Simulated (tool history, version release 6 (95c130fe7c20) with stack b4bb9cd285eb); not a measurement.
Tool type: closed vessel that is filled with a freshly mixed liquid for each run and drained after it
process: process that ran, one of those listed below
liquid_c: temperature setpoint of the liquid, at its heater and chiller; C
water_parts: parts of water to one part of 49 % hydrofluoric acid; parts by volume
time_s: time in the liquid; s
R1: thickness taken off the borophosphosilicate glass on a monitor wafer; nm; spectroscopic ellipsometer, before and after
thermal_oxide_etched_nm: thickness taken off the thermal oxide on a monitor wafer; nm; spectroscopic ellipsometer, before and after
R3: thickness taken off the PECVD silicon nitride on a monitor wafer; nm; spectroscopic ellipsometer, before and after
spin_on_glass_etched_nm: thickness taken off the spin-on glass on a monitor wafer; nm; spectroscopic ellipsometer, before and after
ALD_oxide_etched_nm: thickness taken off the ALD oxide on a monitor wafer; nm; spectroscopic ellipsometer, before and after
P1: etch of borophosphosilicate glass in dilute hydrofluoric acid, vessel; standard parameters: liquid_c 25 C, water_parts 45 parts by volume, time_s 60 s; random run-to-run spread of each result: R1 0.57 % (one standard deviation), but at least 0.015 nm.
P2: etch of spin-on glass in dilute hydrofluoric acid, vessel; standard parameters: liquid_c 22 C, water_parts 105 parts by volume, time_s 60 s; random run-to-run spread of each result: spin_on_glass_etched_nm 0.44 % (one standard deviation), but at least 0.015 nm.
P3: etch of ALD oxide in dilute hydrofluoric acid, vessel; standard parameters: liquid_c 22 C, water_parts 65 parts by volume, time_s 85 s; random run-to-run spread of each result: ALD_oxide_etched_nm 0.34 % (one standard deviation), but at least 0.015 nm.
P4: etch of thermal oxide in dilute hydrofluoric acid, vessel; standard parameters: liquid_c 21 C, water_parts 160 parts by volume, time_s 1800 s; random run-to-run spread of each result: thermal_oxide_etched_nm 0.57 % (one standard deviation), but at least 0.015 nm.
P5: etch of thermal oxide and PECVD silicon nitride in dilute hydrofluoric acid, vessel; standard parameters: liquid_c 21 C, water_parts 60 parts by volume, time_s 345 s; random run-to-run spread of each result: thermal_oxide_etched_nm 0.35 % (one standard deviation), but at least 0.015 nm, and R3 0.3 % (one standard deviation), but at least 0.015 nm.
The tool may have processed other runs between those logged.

{"run": 1, "hour": 4.0, "process": "P1", "liquid_c": 25, "water_parts": 45, "time_s": 60, "R1": 63.71}
{"run": 2, "hour": 6.1, "process": "P5", "liquid_c": 21, "water_parts": 110, "time_s": 345, "thermal_oxide_etched_nm": 12.677, "R3": 14.293}
{"run": 3, "hour": 8.2, "process": "P2", "liquid_c": 22, "water_parts": 105, "time_s": 115, "spin_on_glass_etched_nm": 46.261}
{"run": 4, "hour": 12.4, "process": "P4", "liquid_c": 21, "water_parts": 280, "time_s": 1800, "thermal_oxide_etched_nm": 22.984}
{"run": 5, "hour": 15.5, "process": "P3", "liquid_c": 22, "water_parts": 65, "time_s": 85, "ALD_oxide_etched_nm": 41.286}
{"hour": 16.6, "done": "hydrofluoric acid flow meter replaced"}
{"run": 6, "hour": 17.8, "process": "P2", "liquid_c": 22, "water_parts": 105, "time_s": 60, "spin_on_glass_etched_nm": 24.125}
{"run": 7, "hour": 20.5, "process": "P5", "liquid_c": 21, "water_parts": 60, "time_s": 190, "thermal_oxide_etched_nm": 13.634, "R3": 14.184}
{"run": 8, "hour": 22.9, "process": "P3", "liquid_c": 22, "water_parts": 65, "time_s": 85, "ALD_oxide_etched_nm": 41.521}
{"run": 9, "hour": 26.1, "process": "P2", "liquid_c": 22, "water_parts": 160, "time_s": 60, "spin_on_glass_etched_nm": 14.891}
{"run": 10, "hour": 30.3, "process": "P4", "liquid_c": 17, "water_parts": 160, "time_s": 1800, "thermal_oxide_etched_nm": 38.64}
{"run": 11, "hour": 32.2, "process": "P3", "liquid_c": 22, "water_parts": 100, "time_s": 85, "ALD_oxide_etched_nm": 25.969}
{"run": 12, "hour": 34.6, "process": "P1", "liquid_c": 25, "water_parts": 45, "time_s": 30, "R1": 31.787}
{"run": 13, "hour": 38.8, "process": "P1", "liquid_c": 25, "water_parts": 20, "time_s": 60, "R1": 147.92}
{"run": 14, "hour": 42.7, "process": "P2", "liquid_c": 29, "water_parts": 105, "time_s": 60, "spin_on_glass_etched_nm": 31.916}
{"run": 15, "hour": 45.6, "process": "P1", "liquid_c": 25, "water_parts": 45, "time_s": 60, "R1": 63.338}
{"run": 16, "hour": 49.5, "process": "P1", "liquid_c": 25, "water_parts": 45, "time_s": 60, "R1": 63.509}
{"run": 17, "hour": 51.9, "process": "P1", "liquid_c": 25, "water_parts": 45, "time_s": 90, "R1": 95.244}
{"run": 18, "hour": 55.0, "process": "P1", "liquid_c": 31.5, "water_parts": 45, "time_s": 60, "R1": 82.443}
{"run": 19, "hour": 57.7, "process": "P4", "liquid_c": 21, "water_parts": 160, "time_s": 2910, "thermal_oxide_etched_nm": 73.319}
{"run": 20, "hour": 61.2, "process": "P3", "liquid_c": 22, "water_parts": 65, "time_s": 45, "ALD_oxide_etched_nm": 22.119}
{"run": 21, "hour": 64.4, "process": "P3", "liquid_c": 17, "water_parts": 65, "time_s": 85, "ALD_oxide_etched_nm": 33.76}
{"run": 22, "hour": 67.1, "process": "P5", "liquid_c": 17, "water_parts": 60, "time_s": 345, "thermal_oxide_etched_nm": 20.937, "R3": 19.407}
{"run": 23, "hour": 70.8, "process": "P5", "liquid_c": 21, "water_parts": 60, "time_s": 345, "thermal_oxide_etched_nm": 24.794, "R3": 25.657}
{"run": 24, "hour": 73.6, "process": "P1", "liquid_c": 25, "water_parts": 45, "time_s": 60, "R1": 64.229}
{"run": 25, "hour": 76.5, "process": "P1", "liquid_c": 21.5, "water_parts": 45, "time_s": 60, "R1": 55.248}
{"run": 26, "hour": 78.7, "process": "P1", "liquid_c": 25, "water_parts": 65, "time_s": 35, "R1": 24.934}
{"run": 27, "hour": 83.0, "process": "P4", "liquid_c": 21, "water_parts": 160, "time_s": 1800, "thermal_oxide_etched_nm": 45.198}
{"run": 28, "hour": 87.1, "process": "P1", "liquid_c": 25, "water_parts": 45, "time_s": 60, "R1": 63.724}
{"run": 29, "hour": 89.6, "process": "P1", "liquid_c": 25, "water_parts": 65, "time_s": 60, "R1": 42.663}
{"run": 30, "hour": 92.4, "process": "P1", "liquid_c": 25, "water_parts": 45, "time_s": 60, "R1": 63.266}
{"run": 31, "hour": 96.1, "process": "P1", "liquid_c": 25, "water_parts": 45, "time_s": 60, "R1": 65.288}
{"run": 32, "hour": 98.5, "process": "P1", "liquid_c": 25, "water_parts": 45, "time_s": 60, "R1": 66.189}
{"run": 33, "hour": 101.7, "process": "P1", "liquid_c": 25, "water_parts": 45, "time_s": 60, "R1": 65.794}
{"run": 34, "hour": 104.8, "process": "P1", "liquid_c": 25, "water_parts": 45, "time_s": 60, "R1": 67.303}
{"run": 35, "hour": 108.5, "process": "P1", "liquid_c": 25, "water_parts": 45, "time_s": 60, "R1": 67.618}
{"run": 36, "hour": 112.6, "process": "P1", "liquid_c": 25, "water_parts": 45, "time_s": 60, "R1": 67.774}
{"run": 37, "hour": 115.4, "process": "P1", "liquid_c": 25, "water_parts": 45, "time_s": 60, "R1": 67.534}
{"run": 38, "hour": 118.4, "process": "P1", "liquid_c": 25, "water_parts": 45, "time_s": 60, "R1": 67.63}
{"run": 39, "hour": 120.5, "process": "P1", "liquid_c": 25, "water_parts": 45, "time_s": 60, "R1": 68.117}

P1 has crept away from where it was. The log is fitted equally well by each of these 2 causes, at the sizes shown:
A: hydrofluoric acid flow above the setpoint (%) = 6.27
B: liquid hotter than its thermometer reads (K) = 1.59
The gradual shift began around hour 92.4.

The check runs listed below each take one wafer, and their results are still question marks. Under which run would the listed causes lead to clearly different results?
{"run": "check 1", "hour": 122.6, "process": "P2", "liquid_c": 22, "water_parts": 105, "time_s": 60, "spin_on_glass_etched_nm": "?"}
{"run": "check 2", "hour": 122.6, "process": "P3", "liquid_c": 22, "water_parts": 65, "time_s": 85, "ALD_oxide_etched_nm": "?"}
{"run": "check 3", "hour": 122.6, "process": "P4", "liquid_c": 21, "water_parts": 160, "time_s": 1800, "thermal_oxide_etched_nm": "?"}
{"run": "check 4", "hour": 122.6, "process": "P5", "liquid_c": 21, "water_parts": 60, "time_s": 345, "thermal_oxide_etched_nm": "?", "R3": "?"}

Outcome of each check run for each possible cause:
check=check_1 result=spin_on_glass_etched_nm if_A=25.939 if_B=25.819
check=check_2 result=ALD_oxide_etched_nm if_A=44.396 if_B=44.381
check=check_3 result=thermal_oxide_etched_nm if_A=48.687 if_B=48.248
check=check_4 result=thermal_oxide_etched_nm if_A=26.448 if_B=26.474
check=check_4 result=R3 if_A=27.263 if_B=28.637
Gap, in per cent, between the two causes that each check separates least, read from the result that separates them most: check 1 0.46 %; check 2 0.03 %; check 3 0.91 %; check 4 4.92 %
The other checks would show nearly matching results whichever cause is true, so check 4 is the only one that separates the causes.

Then check 4 was run and gave: thermal_oxide_etched_nm 26.546 nm; R3 28.604 nm. Which cause is it?

The cause is B: liquid hotter than its thermometer reads (K).
